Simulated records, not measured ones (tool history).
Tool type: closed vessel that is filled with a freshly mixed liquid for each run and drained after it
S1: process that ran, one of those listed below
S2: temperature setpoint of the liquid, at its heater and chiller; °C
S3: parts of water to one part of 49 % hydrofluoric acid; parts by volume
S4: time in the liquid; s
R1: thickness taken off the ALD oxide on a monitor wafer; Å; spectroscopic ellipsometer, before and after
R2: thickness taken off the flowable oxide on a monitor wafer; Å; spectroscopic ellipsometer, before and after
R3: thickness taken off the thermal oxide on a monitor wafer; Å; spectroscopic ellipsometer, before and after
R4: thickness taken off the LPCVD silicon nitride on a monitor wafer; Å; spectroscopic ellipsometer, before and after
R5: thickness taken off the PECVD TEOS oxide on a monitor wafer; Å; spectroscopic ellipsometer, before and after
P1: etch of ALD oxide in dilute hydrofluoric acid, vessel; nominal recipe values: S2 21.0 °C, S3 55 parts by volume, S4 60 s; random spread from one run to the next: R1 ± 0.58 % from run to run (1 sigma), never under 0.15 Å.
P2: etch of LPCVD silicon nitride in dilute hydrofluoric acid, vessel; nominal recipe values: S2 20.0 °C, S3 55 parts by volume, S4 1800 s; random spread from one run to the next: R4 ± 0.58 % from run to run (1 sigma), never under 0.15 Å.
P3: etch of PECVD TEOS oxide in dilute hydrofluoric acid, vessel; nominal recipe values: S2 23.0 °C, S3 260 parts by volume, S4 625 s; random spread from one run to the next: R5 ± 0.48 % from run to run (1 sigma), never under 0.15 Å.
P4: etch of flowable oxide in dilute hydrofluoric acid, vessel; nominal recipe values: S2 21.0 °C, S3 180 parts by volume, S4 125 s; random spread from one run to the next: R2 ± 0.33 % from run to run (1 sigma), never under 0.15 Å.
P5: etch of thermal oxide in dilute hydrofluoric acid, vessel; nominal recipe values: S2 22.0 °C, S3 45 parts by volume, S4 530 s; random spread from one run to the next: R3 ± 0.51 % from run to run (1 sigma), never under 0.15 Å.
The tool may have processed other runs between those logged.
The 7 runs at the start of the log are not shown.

run	hour	S1	S2	S3	S4	R1	R2	R3	R4	R5
8	60.6	P2	20.0	85	1800				89.711	
9	65.3	P1	21.0	55	60	230.23				
10	73.5	P1	21.0	55	60	227.26				
11	79.5	P1	21.0	75	60	164.32				
12	87.0	P2	20.0	55	615				46.757	
13	94.9	P3	29.5	260	625					467.78
14	104.1	P2	28.0	55	1800				235.520	
15	112.5	P1	21.0	55	60	229.86				
16	117.4	P1	21.0	55	60	229.59				
17	122.0	P4	17.0	180	125		121.510			
18	131.1	P1	21.0	55	60	230.65				
19	140.6	P1	21.0	55	60	227.77				
20	150.7	P3	23.0	260	195					118.44
21	158.2	P3	23.0	260	625					373.95
22	163.3	P3	23.0	50	625					2473.90
23	171.6	P4	21.0	180	125		142.300			
24	176.2	P1	27.0	55	60	291.80				
25	181.6	P4	21.0	180	50		56.537			
26	186.5	P5	17.0	45	530			426.95		
27	195.9	P4	21.0	85	125		332.140			

Run 28 has not been measured yet. What should we expect?
28	206.0	P2	20.0	55	1800				?	

R4: 136.730 Å

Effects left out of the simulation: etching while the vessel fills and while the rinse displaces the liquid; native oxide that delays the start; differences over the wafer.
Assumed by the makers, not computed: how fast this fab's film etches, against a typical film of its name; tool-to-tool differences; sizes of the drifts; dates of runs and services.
